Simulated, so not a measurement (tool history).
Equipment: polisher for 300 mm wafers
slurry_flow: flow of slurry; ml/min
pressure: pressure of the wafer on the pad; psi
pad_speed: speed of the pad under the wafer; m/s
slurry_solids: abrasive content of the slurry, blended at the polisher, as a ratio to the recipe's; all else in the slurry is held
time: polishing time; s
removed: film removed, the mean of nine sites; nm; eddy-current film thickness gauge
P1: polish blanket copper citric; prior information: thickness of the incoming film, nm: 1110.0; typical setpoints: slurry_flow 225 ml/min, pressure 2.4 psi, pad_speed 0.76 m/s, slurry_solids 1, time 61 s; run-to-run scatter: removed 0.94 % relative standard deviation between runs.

run  hour  slurry_flow  pressure  pad_speed  slurry_solids  time  removed
  1   4.7          225       2.4       0.76              1    61   76.141
  2  10.5          320       2.4       0.76              1    61   78.808
  3  16.7          225       3.6       0.76              1    61   113.04
  4  20.9          225       2.4       1.16              1    61   113.01
  5  26.2          160       2.4       0.46              1    61   45.171
  6    30          225       2.4       0.76              1    61   76.334
  7  35.3          225       2.4       0.76           1.45    61   84.504
  8  39.4          225       2.4       0.76              1    38   47.299
  9  44.3          225       1.8       0.76              1    61    57.42
 10  47.8          225       2.4       0.76              1    61   77.735
 11  53.5          225       2.4       0.76              1    61   77.626
 12    58          225       2.4       0.36              1    61   38.077
 13  62.1          225       2.4       0.76              1    61   77.279
 14  66.4          225       2.4       0.76              1    61   77.781
 15  70.2          135       2.4       0.76              1    61   70.183
 16  76.5          225       2.4       0.76              1    81   101.08
 17  83.1          225       2.4       0.76           0.55    61   67.874
 18  87.3          225       2.4       0.76              1    61   75.549
 19  93.6          225       2.4       0.76              1    61   73.758

Forecast run 20:
 20  99.8          225       2.4       0.76              1    61        ?

removed: 72.239 nm
